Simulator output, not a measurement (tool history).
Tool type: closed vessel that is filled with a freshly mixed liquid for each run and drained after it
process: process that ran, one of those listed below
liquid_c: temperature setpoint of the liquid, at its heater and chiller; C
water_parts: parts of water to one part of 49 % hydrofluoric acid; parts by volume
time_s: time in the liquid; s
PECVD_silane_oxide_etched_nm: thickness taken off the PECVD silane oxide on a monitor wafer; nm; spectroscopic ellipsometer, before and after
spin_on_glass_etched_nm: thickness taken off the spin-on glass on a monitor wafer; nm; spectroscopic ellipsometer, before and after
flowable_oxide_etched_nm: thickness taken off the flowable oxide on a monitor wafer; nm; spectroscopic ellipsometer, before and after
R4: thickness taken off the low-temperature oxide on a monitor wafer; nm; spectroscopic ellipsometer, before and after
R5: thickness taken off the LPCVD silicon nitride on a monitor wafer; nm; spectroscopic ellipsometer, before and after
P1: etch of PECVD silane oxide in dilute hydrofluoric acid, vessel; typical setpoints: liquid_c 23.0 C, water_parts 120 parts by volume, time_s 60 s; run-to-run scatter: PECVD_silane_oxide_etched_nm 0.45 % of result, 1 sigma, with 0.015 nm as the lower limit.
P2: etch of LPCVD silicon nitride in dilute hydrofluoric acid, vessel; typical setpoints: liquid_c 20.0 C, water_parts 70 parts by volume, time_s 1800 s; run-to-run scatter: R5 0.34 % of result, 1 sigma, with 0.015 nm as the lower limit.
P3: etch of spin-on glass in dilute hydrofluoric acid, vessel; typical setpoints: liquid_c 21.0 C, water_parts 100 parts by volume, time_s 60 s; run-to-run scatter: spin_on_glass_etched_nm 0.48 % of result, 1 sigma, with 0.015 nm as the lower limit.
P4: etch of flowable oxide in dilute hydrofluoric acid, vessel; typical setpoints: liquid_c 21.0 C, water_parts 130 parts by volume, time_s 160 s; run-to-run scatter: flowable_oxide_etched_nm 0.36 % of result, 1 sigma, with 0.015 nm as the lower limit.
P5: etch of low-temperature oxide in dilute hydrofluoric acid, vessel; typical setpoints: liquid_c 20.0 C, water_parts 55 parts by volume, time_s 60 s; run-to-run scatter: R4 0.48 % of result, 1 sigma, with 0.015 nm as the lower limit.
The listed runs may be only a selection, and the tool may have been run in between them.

{"run": 1, "day": 0.188, "process": "P1", "liquid_c": 23.0, "water_parts": 120, "time_s": 60, "PECVD_silane_oxide_etched_nm": 12.19}
{"run": 2, "day": 0.592, "process": "P1", "liquid_c": 23.0, "water_parts": 65, "time_s": 60, "PECVD_silane_oxide_etched_nm": 24.334}
{"run": 3, "day": 0.854, "process": "P1", "liquid_c": 28.5, "water_parts": 120, "time_s": 60, "PECVD_silane_oxide_etched_nm": 15.139}
{"run": 4, "day": 1.171, "process": "P1", "liquid_c": 23.0, "water_parts": 170, "time_s": 85, "PECVD_silane_oxide_etched_nm": 11.559}
{"run": 5, "day": 1.492, "process": "P1", "liquid_c": 17.0, "water_parts": 120, "time_s": 105, "PECVD_silane_oxide_etched_nm": 16.787}
{"run": 6, "day": 1.821, "process": "P1", "liquid_c": 23.0, "water_parts": 120, "time_s": 60, "PECVD_silane_oxide_etched_nm": 12.32}
{"run": 7, "day": 2.021, "process": "P3", "liquid_c": 21.0, "water_parts": 35, "time_s": 60, "spin_on_glass_etched_nm": 59.271}
{"run": 8, "day": 2.325, "process": "P3", "liquid_c": 21.0, "water_parts": 100, "time_s": 90, "spin_on_glass_etched_nm": 28.509}
{"run": 9, "day": 2.65, "process": "P4", "liquid_c": 21.0, "water_parts": 205, "time_s": 160, "flowable_oxide_etched_nm": 20.636}
{"run": 10, "day": 2.9, "process": "P4", "liquid_c": 17.0, "water_parts": 130, "time_s": 160, "flowable_oxide_etched_nm": 29.858}
{"run": 11, "day": 3.096, "process": "P1", "liquid_c": 23.0, "water_parts": 120, "time_s": 100, "PECVD_silane_oxide_etched_nm": 20.411}
{"run": 12, "day": 3.371, "process": "P3", "liquid_c": 21.0, "water_parts": 100, "time_s": 60, "spin_on_glass_etched_nm": 19.138}
{"run": 13, "day": 3.662, "process": "P1", "liquid_c": 23.0, "water_parts": 120, "time_s": 60, "PECVD_silane_oxide_etched_nm": 12.161}
{"run": 14, "day": 4.012, "process": "P5", "liquid_c": 20.0, "water_parts": 55, "time_s": 30, "R4": 8.4349}
{"run": 15, "day": 4.358, "process": "P3", "liquid_c": 29.5, "water_parts": 100, "time_s": 60, "spin_on_glass_etched_nm": 26.841}
{"run": 16, "day": 4.625, "process": "P1", "liquid_c": 23.0, "water_parts": 120, "time_s": 60, "PECVD_silane_oxide_etched_nm": 12.232}
{"run": 17, "day": 5.025, "process": "P5", "liquid_c": 20.0, "water_parts": 95, "time_s": 60, "R4": 9.369}
{"run": 18, "day": 5.367, "process": "P1", "liquid_c": 23.0, "water_parts": 120, "time_s": 30, "PECVD_silane_oxide_etched_nm": 6.1426}
{"run": 19, "day": 5.721, "process": "P1", "liquid_c": 17.0, "water_parts": 120, "time_s": 60, "PECVD_silane_oxide_etched_nm": 9.6379}
{"run": 20, "day": 6.088, "process": "P2", "liquid_c": 17.0, "water_parts": 70, "time_s": 1800, "R5": 7.7591}
{"run": 21, "day": 6.471, "process": "P1", "liquid_c": 23.0, "water_parts": 220, "time_s": 60, "PECVD_silane_oxide_etched_nm": 6.0003}
{"run": 22, "day": 6.729, "process": "P5", "liquid_c": 20.0, "water_parts": 55, "time_s": 60, "R4": 16.826}
{"run": 23, "day": 7.029, "process": "P4", "liquid_c": 21.0, "water_parts": 130, "time_s": 160, "flowable_oxide_etched_nm": 35.225}
{"run": 24, "day": 7.217, "process": "P5", "liquid_c": 20.0, "water_parts": 55, "time_s": 60, "R4": 16.893}
{"run": 25, "day": 7.6, "process": "P4", "liquid_c": 21.0, "water_parts": 130, "time_s": 305, "flowable_oxide_etched_nm": 66.381}
{"run": 26, "day": 7.979, "process": "P2", "liquid_c": 20.0, "water_parts": 20, "time_s": 1800, "R5": 32.072}
{"run": 27, "day": 8.179, "process": "P5", "liquid_c": 17.0, "water_parts": 55, "time_s": 60, "R4": 14.727}
{"run": 28, "day": 8.479, "process": "P2", "liquid_c": 20.0, "water_parts": 70, "time_s": 490, "R5": 2.6223}
{"run": 29, "day": 8.792, "process": "P2", "liquid_c": 20.0, "water_parts": 70, "time_s": 1800, "R5": 9.5351}
{"run": 30, "day": 9.004, "process": "P1", "liquid_c": 23.0, "water_parts": 120, "time_s": 60, "PECVD_silane_oxide_etched_nm": 12.3}
{"run": 31, "day": 9.238, "process": "P1", "liquid_c": 23.0, "water_parts": 120, "time_s": 60, "PECVD_silane_oxide_etched_nm": 12.027}
{"run": 32, "day": 9.638, "process": "P1", "liquid_c": 23.0, "water_parts": 120, "time_s": 60, "PECVD_silane_oxide_etched_nm": 11.647}
{"run": 33, "day": 9.996, "process": "P1", "liquid_c": 23.0, "water_parts": 120, "time_s": 60, "PECVD_silane_oxide_etched_nm": 11.47}
{"run": 34, "day": 10.258, "process": "P1", "liquid_c": 23.0, "water_parts": 120, "time_s": 60, "PECVD_silane_oxide_etched_nm": 11.398}
{"run": 35, "day": 10.671, "process": "P1", "liquid_c": 23.0, "water_parts": 120, "time_s": 60, "PECVD_silane_oxide_etched_nm": 11.349}
{"run": 36, "day": 11.092, "process": "P1", "liquid_c": 23.0, "water_parts": 120, "time_s": 60, "PECVD_silane_oxide_etched_nm": 11.362}
{"run": 37, "day": 11.288, "process": "P1", "liquid_c": 23.0, "water_parts": 120, "time_s": 60, "PECVD_silane_oxide_etched_nm": 11.205}
{"run": 38, "day": 11.683, "process": "P1", "liquid_c": 23.0, "water_parts": 120, "time_s": 60, "PECVD_silane_oxide_etched_nm": 11.17}
{"run": 39, "day": 11.875, "process": "P1", "liquid_c": 23.0, "water_parts": 120, "time_s": 60, "PECVD_silane_oxide_etched_nm": 11.205}
{"run": 40, "day": 12.162, "process": "P1", "liquid_c": 23.0, "water_parts": 120, "time_s": 60, "PECVD_silane_oxide_etched_nm": 11.237}

P1 no longer gives what it gave before; its output has crept away from where it was. The following 2 causes, each at its listed size, fit the log equally well:
A: hydrofluoric acid flow below the setpoint (%) = 7.62
B: liquid colder than its thermometer reads (K) = 2.28
The onset of the drift is placed at about day 9.004.

Question marks stand in for the results of the 4 check runs listed below, each run on one wafer. Under which run would the listed causes show clearly different results?
{"run": "check 1", "day": 12.45, "process": "P2", "liquid_c": 20.0, "water_parts": 25, "time_s": 1800, "R5": "?"}
{"run": "check 2", "day": 12.45, "process": "P5", "liquid_c": 20.0, "water_parts": 95, "time_s": 60, "R4": "?"}
{"run": "check 3", "day": 12.45, "process": "P4", "liquid_c": 17.0, "water_parts": 190, "time_s": 160, "flowable_oxide_etched_nm": "?"}
{"run": "check 4", "day": 12.45, "process": "P3", "liquid_c": 27.0, "water_parts": 100, "time_s": 85, "spin_on_glass_etched_nm": "?"}

What each check would give under each cause:
check=check_1 result=R5 if_A=24.1010 if_B=22.1220
check=check_2 result=R4 if_A=8.5406 if_B=8.4824
check=check_3 result=flowable_oxide_etched_nm if_A=17.591 if_B=17.610
check=check_4 result=spin_on_glass_etched_nm if_A=31.452 if_B=31.492
Separation of the two closest causes in each check, using whichever result separates them best: check 1 8.57 %; check 2 0.68 %; check 3 0.11 %; check 4 0.13 %
Of the check runs offered, only check 1 discriminates between the causes; the rest would read about the same regardless of which cause applies.

Check 1 was carried out, with these results: R5 22.0550 nm. Which of the listed causes is responsible?

It is B: liquid colder than its thermometer reads (K).

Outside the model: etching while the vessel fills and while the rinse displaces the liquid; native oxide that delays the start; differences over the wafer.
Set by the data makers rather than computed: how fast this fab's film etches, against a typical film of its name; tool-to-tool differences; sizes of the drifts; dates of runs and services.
